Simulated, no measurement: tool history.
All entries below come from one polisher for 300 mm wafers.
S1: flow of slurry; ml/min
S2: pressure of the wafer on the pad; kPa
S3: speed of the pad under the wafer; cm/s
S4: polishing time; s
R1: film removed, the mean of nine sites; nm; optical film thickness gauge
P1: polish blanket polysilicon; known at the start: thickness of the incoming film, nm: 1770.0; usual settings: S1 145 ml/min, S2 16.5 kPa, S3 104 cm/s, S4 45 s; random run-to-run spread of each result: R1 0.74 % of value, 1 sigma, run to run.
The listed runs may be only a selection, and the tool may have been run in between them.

run	hour	S1	S2	S3	S4	R1
1	9	145	16.5	104	45	382.93
2	15.2	195	16.5	104	45	395.44
3	22.6	85	16.5	104	45	334.5
4	35.1	145	16.5	104	45	380.41
5	40.8	145	22.8	104	45	519.92
6	49.7	145	16.5	104	45	374.88
7	59.1	145	16.5	104	45	375.48
8	68.8	145	16.5	104	45	382.95
9	81.4	145	16.5	104	45	380.07
10	91.1	145	16.5	134	45	491.61
11	99.6	145	16.5	104	29	245.64
12	111.8	200	16.5	134	45	516.44
13	118	145	16.5	104	71	593.72
14	128	145	16.5	68	45	248.62
15	133.8	100	22.8	104	45	484.6
16	146.4	145	16.5	104	45	380.34
17	157.3	145	16.5	134	23	250.64
18	164.1	145	9	104	45	204.36
19	176.9	145	16.5	104	45	380.88
20	183	145	16.5	104	45	371.28
21	191	145	16.5	104	45	370.31
22	199.8	145	16.5	104	45	362.67
23	211.6	145	16.5	104	45	358.07
24	221.2	145	16.5	104	45	356.84
25	228.4	145	16.5	104	45	347.42
# hour 232.9: worn pad replaced by a new one
26	240.4	145	16.5	104	45	346.04
27	246.7	145	16.5	104	45	345.56
28	256.2	145	16.5	104	45	354.35
29	267.1	145	16.5	104	45	344.13

Estimate the outcome of run 30 from the log above:
30	279.2	145	16.5	104	45	?

R1: 350.3 nm
